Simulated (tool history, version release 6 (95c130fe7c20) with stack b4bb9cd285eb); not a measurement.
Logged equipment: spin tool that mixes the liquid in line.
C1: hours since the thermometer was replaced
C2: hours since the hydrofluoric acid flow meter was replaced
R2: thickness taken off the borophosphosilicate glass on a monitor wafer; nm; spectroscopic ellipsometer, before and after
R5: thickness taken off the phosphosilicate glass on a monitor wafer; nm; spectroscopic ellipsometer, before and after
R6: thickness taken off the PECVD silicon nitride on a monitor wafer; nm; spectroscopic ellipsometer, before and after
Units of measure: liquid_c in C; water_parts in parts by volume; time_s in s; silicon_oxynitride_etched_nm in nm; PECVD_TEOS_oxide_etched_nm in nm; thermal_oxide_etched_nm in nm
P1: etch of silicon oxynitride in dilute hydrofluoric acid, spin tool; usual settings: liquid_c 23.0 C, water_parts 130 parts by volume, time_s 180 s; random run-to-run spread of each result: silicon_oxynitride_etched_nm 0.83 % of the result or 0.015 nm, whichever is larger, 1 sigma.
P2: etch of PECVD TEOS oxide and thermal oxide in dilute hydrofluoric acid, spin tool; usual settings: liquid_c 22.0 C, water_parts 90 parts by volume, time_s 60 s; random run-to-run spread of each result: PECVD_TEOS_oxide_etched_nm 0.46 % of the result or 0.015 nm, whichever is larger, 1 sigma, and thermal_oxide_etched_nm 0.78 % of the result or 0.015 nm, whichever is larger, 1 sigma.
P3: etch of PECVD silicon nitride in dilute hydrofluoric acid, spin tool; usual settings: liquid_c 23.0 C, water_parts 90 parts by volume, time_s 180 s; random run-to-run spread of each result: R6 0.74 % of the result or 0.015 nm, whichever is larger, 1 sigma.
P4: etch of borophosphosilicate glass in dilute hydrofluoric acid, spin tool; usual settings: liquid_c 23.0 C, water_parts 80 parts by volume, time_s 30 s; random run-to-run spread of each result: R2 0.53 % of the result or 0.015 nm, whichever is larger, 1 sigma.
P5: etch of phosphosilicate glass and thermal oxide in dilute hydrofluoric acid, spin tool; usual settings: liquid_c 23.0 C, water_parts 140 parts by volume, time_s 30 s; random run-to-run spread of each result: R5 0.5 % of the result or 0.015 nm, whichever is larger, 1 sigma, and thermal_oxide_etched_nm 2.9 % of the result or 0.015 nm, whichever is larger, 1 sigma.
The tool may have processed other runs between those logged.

run 1 day=0.529 | process=P1 liquid_c=23.0 water_parts=130 time_s=180 | C1=477.4 C2=794.0 | silicon_oxynitride_etched_nm=3.0015
run 2 day=1.004 | process=P4 liquid_c=23.0 water_parts=20 time_s=30 | C1=488.8 C2=805.4 | R2=58.4590
run 3 day=1.358 | process=P4 liquid_c=23.0 water_parts=80 time_s=30 | C1=497.3 C2=813.9 | R2=13.6520
run 4 day=1.721 | process=P1 liquid_c=23.0 water_parts=50 time_s=180 | C1=506.0 C2=822.6 | silicon_oxynitride_etched_nm=8.4970
run 5 day=2.217 | process=P2 liquid_c=22.0 water_parts=20 time_s=60 | C1=517.9 C2=834.5 | PECVD_TEOS_oxide_etched_nm=62.402 thermal_oxide_etched_nm=14.88300
run 6 day=2.621 | process=P4 liquid_c=23.0 water_parts=80 time_s=30 | C1=527.6 C2=844.2 | R2=13.5890
run 7 day=3.008 | process=P2 liquid_c=22.0 water_parts=90 time_s=60 | C1=536.9 C2=853.5 | PECVD_TEOS_oxide_etched_nm=12.686 thermal_oxide_etched_nm=3.01320
run 8 day=3.279 | process=P5 liquid_c=17.0 water_parts=140 time_s=30 | C1=543.4 C2=860.0 | thermal_oxide_etched_nm=0.74816 R5=28.863
run 9 day=3.692 | process=P4 liquid_c=29.0 water_parts=80 time_s=30 | C1=553.3 C2=869.9 | R2=17.1730
run 10 day=4.138 | process=P3 liquid_c=29.5 water_parts=90 time_s=180 | C1=564.0 C2=880.6 | R6=5.7326
run 11 day=4.546 | process=P3 liquid_c=23.0 water_parts=90 time_s=315 | C1=573.8 C2=890.4 | R6=6.5444
run 12 day=5.125 | process=P2 liquid_c=22.0 water_parts=90 time_s=15 | C1=587.7 C2=904.3 | PECVD_TEOS_oxide_etched_nm=3.215 thermal_oxide_etched_nm=0.76018
run 13 day=5.588 | process=P1 liquid_c=23.0 water_parts=130 time_s=90 | C1=598.8 C2=915.4 | silicon_oxynitride_etched_nm=1.5154
run 14 day=5.908 | process=P1 liquid_c=17.0 water_parts=130 time_s=180 | C1=606.5 C2=923.1 | silicon_oxynitride_etched_nm=2.2438
run 15 day=6.254 | process=P1 liquid_c=31.5 water_parts=130 time_s=180 | C1=614.8 C2=931.4 | silicon_oxynitride_etched_nm=4.4912
run 16 day=6.808 | process=P1 liquid_c=23.0 water_parts=130 time_s=180 | C1=628.1 C2=944.7 | silicon_oxynitride_etched_nm=3.0189
run 17 day=7.204 | process=P1 liquid_c=23.0 water_parts=130 time_s=180 | C1=637.6 C2=954.2 | silicon_oxynitride_etched_nm=2.9988
run 18 day=7.596 | process=P3 liquid_c=23.0 water_parts=30 time_s=180 | C1=647.0 C2=963.6 | R6=11.1850
run 19 day=8.104 | process=P4 liquid_c=23.0 water_parts=80 time_s=15 | C1=659.2 C2=975.8 | R2=6.7761
run 20 day=8.579 | process=P5 liquid_c=23.0 water_parts=30 time_s=30 | C1=670.6 C2=987.2 | thermal_oxide_etched_nm=4.79550 R5=195.270
run 21 day=9.112 | process=P1 liquid_c=30.0 water_parts=130 time_s=350 | C1=683.4 C2=1000.0 | silicon_oxynitride_etched_nm=8.0509
run 22 day=9.462 | process=P5 liquid_c=23.0 water_parts=140 time_s=60 | C1=691.8 C2=1008.4 | thermal_oxide_etched_nm=1.84860 R5=73.117
run 23 day=9.992 | process=P1 liquid_c=23.0 water_parts=130 time_s=180 | C1=704.5 C2=1021.1 | silicon_oxynitride_etched_nm=3.0092
run 24 day=10.421 | process=P1 liquid_c=23.0 water_parts=130 time_s=180 | C1=714.8 C2=1031.4 | silicon_oxynitride_etched_nm=3.0625
run 25 day=10.729 | process=P1 liquid_c=23.0 water_parts=180 time_s=180 | C1=722.2 C2=1038.8 | silicon_oxynitride_etched_nm=2.0877
run 26 day=11.196 | process=P5 liquid_c=23.0 water_parts=140 time_s=30 | C1=733.4 C2=1050.0 | thermal_oxide_etched_nm=0.86980 R5=36.436
run 27 day=11.783 | process=P3 liquid_c=23.0 water_parts=90 time_s=180 | C1=747.5 C2=1064.1 | R6=3.7998
run 28 day=12.092 | process=P1 liquid_c=23.0 water_parts=130 time_s=280 | C1=754.9 C2=1071.5 | silicon_oxynitride_etched_nm=4.7781
run 29 day=12.375 | process=P2 liquid_c=17.0 water_parts=90 time_s=60 | C1=761.7 C2=1078.3 | PECVD_TEOS_oxide_etched_nm=10.328 thermal_oxide_etched_nm=2.44460

Run 30 has not been measured yet. What should we expect?
run 30 day=12.704 | process=P1 liquid_c=23.0 water_parts=130 time_s=180 | C1=769.6 C2=1086.2 | silicon_oxynitride_etched_nm=?

silicon_oxynitride_etched_nm: 2.9612 nm
